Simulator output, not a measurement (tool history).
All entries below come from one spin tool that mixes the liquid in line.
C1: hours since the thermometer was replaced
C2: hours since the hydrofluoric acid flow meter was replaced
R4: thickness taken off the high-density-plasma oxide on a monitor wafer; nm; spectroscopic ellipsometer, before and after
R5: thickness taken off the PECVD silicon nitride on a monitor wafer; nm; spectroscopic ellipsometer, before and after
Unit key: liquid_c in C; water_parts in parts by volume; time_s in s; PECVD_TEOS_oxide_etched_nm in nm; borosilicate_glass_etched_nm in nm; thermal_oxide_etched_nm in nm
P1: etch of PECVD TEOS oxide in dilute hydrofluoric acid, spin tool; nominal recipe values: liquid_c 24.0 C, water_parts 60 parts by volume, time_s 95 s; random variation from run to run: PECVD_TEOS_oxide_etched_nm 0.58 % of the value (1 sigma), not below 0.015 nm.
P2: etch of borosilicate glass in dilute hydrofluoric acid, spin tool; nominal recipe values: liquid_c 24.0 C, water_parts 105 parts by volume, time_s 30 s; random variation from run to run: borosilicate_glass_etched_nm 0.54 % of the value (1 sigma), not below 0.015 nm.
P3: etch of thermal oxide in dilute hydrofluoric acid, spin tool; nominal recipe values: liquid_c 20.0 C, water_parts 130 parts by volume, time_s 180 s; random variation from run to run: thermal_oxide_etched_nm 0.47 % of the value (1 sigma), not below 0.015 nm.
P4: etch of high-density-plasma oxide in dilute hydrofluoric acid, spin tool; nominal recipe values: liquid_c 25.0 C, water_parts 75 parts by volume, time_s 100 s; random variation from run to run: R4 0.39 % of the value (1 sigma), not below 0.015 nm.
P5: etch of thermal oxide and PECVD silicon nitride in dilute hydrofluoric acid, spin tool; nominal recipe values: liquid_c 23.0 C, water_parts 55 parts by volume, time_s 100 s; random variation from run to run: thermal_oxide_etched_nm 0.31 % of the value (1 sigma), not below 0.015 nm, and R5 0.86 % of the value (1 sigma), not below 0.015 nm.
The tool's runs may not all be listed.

Run 1, hour 9.9: process P1, liquid_c 24.0 C, water_parts 60 parts by volume, time_s 95 s; C1 1396.0; C2 335.1. Result: PECVD_TEOS_oxide_etched_nm 32.1080 nm.
Run 2, hour 19.5: process P1, liquid_c 24.0 C, water_parts 60 parts by volume, time_s 145 s; C1 1405.6; C2 344.7. Result: PECVD_TEOS_oxide_etched_nm 49.2710 nm.
Run 3, hour 25.2: process P1, liquid_c 24.0 C, water_parts 95 parts by volume, time_s 150 s; C1 1411.3; C2 350.4. Result: PECVD_TEOS_oxide_etched_nm 30.6680 nm.
Run 4, hour 35.2: process P2, liquid_c 24.0 C, water_parts 25 parts by volume, time_s 30 s; C1 1421.3; C2 360.4. Result: borosilicate_glass_etched_nm 51.7270 nm.
Run 5, hour 41.7: process P2, liquid_c 29.0 C, water_parts 105 parts by volume, time_s 30 s; C1 1427.8; C2 366.9. Result: borosilicate_glass_etched_nm 13.4760 nm.
Run 6, hour 49.1: process P2, liquid_c 24.0 C, water_parts 105 parts by volume, time_s 15 s; C1 1435.2; C2 374.3. Result: borosilicate_glass_etched_nm 5.5472 nm.
Run 7, hour 58.3: process P3, liquid_c 20.0 C, water_parts 130 parts by volume, time_s 365 s; C1 1444.4; C2 383.5. Result: thermal_oxide_etched_nm 10.4500 nm.
Run 8, hour 68.0: process P4, liquid_c 17.0 C, water_parts 75 parts by volume, time_s 100 s; C1 1454.1; C2 393.2. Result: R4 6.0525 nm.
Run 9, hour 79.0: process P3, liquid_c 20.0 C, water_parts 130 parts by volume, time_s 180 s; C1 1465.1; C2 404.2. Result: thermal_oxide_etched_nm 5.2454 nm.
Run 10, hour 89.9: process P5, liquid_c 23.0 C, water_parts 55 parts by volume, time_s 15 s; C1 1476.0; C2 415.1. Result: thermal_oxide_etched_nm 1.3085 nm, R5 0.4701 nm.
Run 11, hour 97.5: process P1, liquid_c 24.0 C, water_parts 60 parts by volume, time_s 95 s; C1 1483.6; C2 422.7. Result: PECVD_TEOS_oxide_etched_nm 32.2710 nm.
Run 12, hour 102.5: process P5, liquid_c 17.5 C, water_parts 55 parts by volume, time_s 100 s; C1 1488.6; C2 427.7. Result: thermal_oxide_etched_nm 6.7862 nm, R5 2.2077 nm.
Run 13, hour 109.4: process P5, liquid_c 23.0 C, water_parts 35 parts by volume, time_s 100 s; C1 1495.5; C2 434.6. Result: thermal_oxide_etched_nm 13.7820 nm, R5 5.0076 nm.
Run 14, hour 115.2: process P2, liquid_c 24.0 C, water_parts 105 parts by volume, time_s 30 s; C1 1501.3; C2 440.4. Result: borosilicate_glass_etched_nm 11.0460 nm.
Run 15, hour 123.7: process P1, liquid_c 29.0 C, water_parts 60 parts by volume, time_s 95 s; C1 1509.8; C2 448.9. Result: PECVD_TEOS_oxide_etched_nm 39.5510 nm.
Run 16, hour 132.4: process P1, liquid_c 24.0 C, water_parts 60 parts by volume, time_s 95 s; C1 1518.5; C2 457.6. Result: PECVD_TEOS_oxide_etched_nm 32.3580 nm.
Run 17, hour 137.3: process P1, liquid_c 24.0 C, water_parts 60 parts by volume, time_s 15 s; C1 1523.4; C2 462.5. Result: PECVD_TEOS_oxide_etched_nm 5.0016 nm.
Run 18, hour 148.1: process P3, liquid_c 20.0 C, water_parts 35 parts by volume, time_s 180 s; C1 1534.2; C2 473.3. Result: thermal_oxide_etched_nm 21.4540 nm.
Run 19, hour 156.6: process P4, liquid_c 25.0 C, water_parts 75 parts by volume, time_s 100 s; C1 1542.7; C2 481.8. Result: R4 8.4430 nm.
Run 20, hour 163.3: process P5, liquid_c 23.0 C, water_parts 55 parts by volume, time_s 100 s; C1 1549.4; C2 488.5. Result: thermal_oxide_etched_nm 8.6291 nm, R5 3.2234 nm.
Run 21, hour 172.4: process P1, liquid_c 17.0 C, water_parts 60 parts by volume, time_s 135 s; C1 1558.5; C2 497.6. Result: PECVD_TEOS_oxide_etched_nm 34.4020 nm.
Run 22, hour 180.6: process P4, liquid_c 25.0 C, water_parts 75 parts by volume, time_s 100 s; C1 1566.7; C2 505.8. Result: R4 8.4718 nm.
Run 23, hour 186.8: process P1, liquid_c 24.0 C, water_parts 105 parts by volume, time_s 95 s; C1 1572.9; C2 512.0. Result: PECVD_TEOS_oxide_etched_nm 17.2280 nm.
Run 24, hour 198.1: process P4, liquid_c 25.0 C, water_parts 110 parts by volume, time_s 100 s; C1 1584.2; C2 523.3. Result: R4 5.4662 nm.
Run 25, hour 204.8: process P1, liquid_c 24.0 C, water_parts 60 parts by volume, time_s 95 s; C1 1590.9; C2 530.0. Result: PECVD_TEOS_oxide_etched_nm 32.1130 nm.
Run 26, hour 212.0: process P1, liquid_c 24.0 C, water_parts 35 parts by volume, time_s 95 s; C1 1598.1; C2 537.2. Result: PECVD_TEOS_oxide_etched_nm 57.1750 nm.
Run 27, hour 222.9: process P3, liquid_c 26.0 C, water_parts 130 parts by volume, time_s 180 s; C1 1609.0; C2 548.1. Result: thermal_oxide_etched_nm 6.5333 nm.
Run 28, hour 231.2: process P1, liquid_c 24.0 C, water_parts 60 parts by volume, time_s 95 s; C1 1617.3; C2 556.4. Result: PECVD_TEOS_oxide_etched_nm 32.2390 nm.
Run 29, hour 242.0: process P5, liquid_c 23.0 C, water_parts 55 parts by volume, time_s 100 s; C1 1628.1; C2 567.2. Result: thermal_oxide_etched_nm 8.5467 nm, R5 3.2412 nm.
Run 30, hour 247.5: process P1, liquid_c 19.5 C, water_parts 60 parts by volume, time_s 95 s; C1 1633.6; C2 572.7. Result: PECVD_TEOS_oxide_etched_nm 26.5550 nm.
Run 31, hour 257.4: process P4, liquid_c 25.0 C, water_parts 75 parts by volume, time_s 20 s; C1 1643.5; C2 582.6. Result: R4 1.7034 nm.
Run 32, hour 263.9: process P1, liquid_c 29.5 C, water_parts 105 parts by volume, time_s 95 s; C1 1650.0; C2 589.1. Result: PECVD_TEOS_oxide_etched_nm 21.4110 nm.
Run 33, hour 274.4: process P1, liquid_c 24.0 C, water_parts 60 parts by volume, time_s 95 s; C1 1660.5; C2 599.6. Result: PECVD_TEOS_oxide_etched_nm 31.9070 nm.
Run 34, hour 284.2: process P1, liquid_c 24.0 C, water_parts 60 parts by volume, time_s 95 s; C1 1670.3; C2 609.4. Result: PECVD_TEOS_oxide_etched_nm 33.3840 nm.
Run 35, hour 294.7: process P1, liquid_c 24.0 C, water_parts 60 parts by volume, time_s 95 s; C1 1680.8; C2 619.9. Result: PECVD_TEOS_oxide_etched_nm 34.2110 nm.
Run 36, hour 299.8: process P1, liquid_c 24.0 C, water_parts 60 parts by volume, time_s 95 s; C1 1685.9; C2 625.0. Result: PECVD_TEOS_oxide_etched_nm 34.2740 nm.
Run 37, hour 310.6: process P1, liquid_c 24.0 C, water_parts 60 parts by volume, time_s 95 s; C1 1696.7; C2 635.8. Result: PECVD_TEOS_oxide_etched_nm 35.0090 nm.
Run 38, hour 317.4: process P1, liquid_c 24.0 C, water_parts 60 parts by volume, time_s 95 s; C1 1703.5; C2 642.6. Result: PECVD_TEOS_oxide_etched_nm 34.9840 nm.
Run 39, hour 323.4: process P1, liquid_c 24.0 C, water_parts 60 parts by volume, time_s 95 s; C1 1709.5; C2 648.6. Result: PECVD_TEOS_oxide_etched_nm 34.7500 nm.
Run 40, hour 331.3: process P1, liquid_c 24.0 C, water_parts 60 parts by volume, time_s 95 s; C1 1717.4; C2 656.5. Result: PECVD_TEOS_oxide_etched_nm 35.1810 nm.
Run 41, hour 338.6: process P1, liquid_c 24.0 C, water_parts 60 parts by volume, time_s 95 s; C1 1724.7; C2 663.8. Result: PECVD_TEOS_oxide_etched_nm 35.7450 nm.
Run 42, hour 349.8: process P1, liquid_c 24.0 C, water_parts 60 parts by volume, time_s 95 s; C1 1735.9; C2 675.0. Result: PECVD_TEOS_oxide_etched_nm 35.2060 nm.
Run 43, hour 358.1: process P1, liquid_c 24.0 C, water_parts 60 parts by volume, time_s 95 s; C1 1744.2; C2 683.3. Result: PECVD_TEOS_oxide_etched_nm 35.2320 nm.

What does the tool deliver on the next run?
Run 44, hour 368.7: process P1, liquid_c 24.0 C, water_parts 60 parts by volume, time_s 95 s; C1 1754.8; C2 693.9. Result: PECVD_TEOS_oxide_etched_nm ?.

Run 44 came out at PECVD_TEOS_oxide_etched_nm 35.0830 nm.
